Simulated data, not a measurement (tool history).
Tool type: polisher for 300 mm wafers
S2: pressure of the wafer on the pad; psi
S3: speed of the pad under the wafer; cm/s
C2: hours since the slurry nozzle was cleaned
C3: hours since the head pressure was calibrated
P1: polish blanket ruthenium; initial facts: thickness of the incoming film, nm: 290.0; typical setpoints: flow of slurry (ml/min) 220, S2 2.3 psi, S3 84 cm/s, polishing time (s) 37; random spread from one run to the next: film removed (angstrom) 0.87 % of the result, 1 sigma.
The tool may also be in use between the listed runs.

run 1 day=0.483 | flow_of_slurry_(ml/min)=220 S2=2.3 S3=84 polishing_time_(s)=37 | wafers_polished_on_this_pad=274 C2=369.7 C3=394.1 | film_removed_(angstrom)=440.33
run 2 day=1.104 | flow_of_slurry_(ml/min)=145 S2=2.8 S3=84 polishing_time_(s)=37 | wafers_polished_on_this_pad=496 C2=384.6 C3=409.0 | film_removed_(angstrom)=511.55
run 3 day=1.675 | flow_of_slurry_(ml/min)=275 S2=2.3 S3=84 polishing_time_(s)=22 | wafers_polished_on_this_pad=700 C2=398.3 C3=422.7 | film_removed_(angstrom)=269.18
run 4 day=2.138 | flow_of_slurry_(ml/min)=220 S2=2.3 S3=84 polishing_time_(s)=58 | wafers_polished_on_this_pad=865 C2=409.4 C3=433.8 | film_removed_(angstrom)=697.03
run 5 day=2.629 | flow_of_slurry_(ml/min)=220 S2=2.3 S3=84 polishing_time_(s)=27 | wafers_polished_on_this_pad=1040 C2=421.2 C3=445.6 | film_removed_(angstrom)=324.02
run 6 day=3.288 | flow_of_slurry_(ml/min)=220 S2=1.0 S3=84 polishing_time_(s)=37 | wafers_polished_on_this_pad=1275 C2=437.0 C3=461.4 | film_removed_(angstrom)=189.88
-- day=3.492 worn pad replaced by a new one
run 7 day=3.871 | flow_of_slurry_(ml/min)=335 S2=2.3 S3=84 polishing_time_(s)=37 | wafers_polished_on_this_pad=135 C2=451.0 C3=475.4 | film_removed_(angstrom)=466.04
run 8 day=4.254 | flow_of_slurry_(ml/min)=220 S2=2.3 S3=84 polishing_time_(s)=37 | wafers_polished_on_this_pad=272 C2=460.2 C3=484.6 | film_removed_(angstrom)=445.55
run 9 day=4.788 | flow_of_slurry_(ml/min)=130 S2=1.6 S3=84 polishing_time_(s)=37 | wafers_polished_on_this_pad=462 C2=473.0 C3=497.4 | film_removed_(angstrom)=285.36
run 10 day=5.262 | flow_of_slurry_(ml/min)=220 S2=2.3 S3=122 polishing_time_(s)=37 | wafers_polished_on_this_pad=632 C2=484.4 C3=508.8 | film_removed_(angstrom)=648.28
run 11 day=5.671 | flow_of_slurry_(ml/min)=220 S2=2.3 S3=84 polishing_time_(s)=37 | wafers_polished_on_this_pad=778 C2=494.2 C3=518.6 | film_removed_(angstrom)=440.94
run 12 day=6.171 | flow_of_slurry_(ml/min)=220 S2=2.3 S3=84 polishing_time_(s)=37 | wafers_polished_on_this_pad=956 C2=506.2 C3=530.6 | film_removed_(angstrom)=439.10
run 13 day=6.771 | flow_of_slurry_(ml/min)=220 S2=3.1 S3=84 polishing_time_(s)=37 | wafers_polished_on_this_pad=1170 C2=520.6 C3=545.0 | film_removed_(angstrom)=600.39
run 14 day=7.125 | flow_of_slurry_(ml/min)=130 S2=2.3 S3=84 polishing_time_(s)=37 | wafers_polished_on_this_pad=1296 C2=529.1 C3=553.5 | film_removed_(angstrom)=408.73
run 15 day=7.621 | flow_of_slurry_(ml/min)=220 S2=2.3 S3=84 polishing_time_(s)=37 | wafers_polished_on_this_pad=1473 C2=541.0 C3=565.4 | film_removed_(angstrom)=446.52
run 16 day=8.312 | flow_of_slurry_(ml/min)=220 S2=2.3 S3=54 polishing_time_(s)=37 | wafers_polished_on_this_pad=1720 C2=557.6 C3=582.0 | film_removed_(angstrom)=284.30
run 17 day=8.967 | flow_of_slurry_(ml/min)=220 S2=2.3 S3=84 polishing_time_(s)=37 | wafers_polished_on_this_pad=1953 C2=573.3 C3=597.7 | film_removed_(angstrom)=443.54
run 18 day=9.604 | flow_of_slurry_(ml/min)=220 S2=2.3 S3=84 polishing_time_(s)=37 | wafers_polished_on_this_pad=2181 C2=588.6 C3=613.0 | film_removed_(angstrom)=435.50
run 19 day=10.300 | flow_of_slurry_(ml/min)=220 S2=2.3 S3=84 polishing_time_(s)=37 | wafers_polished_on_this_pad=2429 C2=605.3 C3=629.7 | film_removed_(angstrom)=435.48
run 20 day=10.904 | flow_of_slurry_(ml/min)=220 S2=2.3 S3=84 polishing_time_(s)=37 | wafers_polished_on_this_pad=2644 C2=619.8 C3=644.2 | film_removed_(angstrom)=427.62
-- day=11.488 worn pad replaced by a new one
run 21 day=11.579 | flow_of_slurry_(ml/min)=220 S2=2.3 S3=84 polishing_time_(s)=37 | wafers_polished_on_this_pad=32 C2=636.0 C3=660.4 | film_removed_(angstrom)=426.89
run 22 day=12.025 | flow_of_slurry_(ml/min)=220 S2=2.3 S3=84 polishing_time_(s)=37 | wafers_polished_on_this_pad=191 C2=646.7 C3=671.1 | film_removed_(angstrom)=421.64

Run 23 is up next; what results do you expect?
run 23 day=12.496 | flow_of_slurry_(ml/min)=220 S2=2.3 S3=84 polishing_time_(s)=37 | wafers_polished_on_this_pad=359 C2=658.0 C3=682.4 | film_removed_(angstrom)=?

Run 23 yielded film removed (angstrom) 424.40.

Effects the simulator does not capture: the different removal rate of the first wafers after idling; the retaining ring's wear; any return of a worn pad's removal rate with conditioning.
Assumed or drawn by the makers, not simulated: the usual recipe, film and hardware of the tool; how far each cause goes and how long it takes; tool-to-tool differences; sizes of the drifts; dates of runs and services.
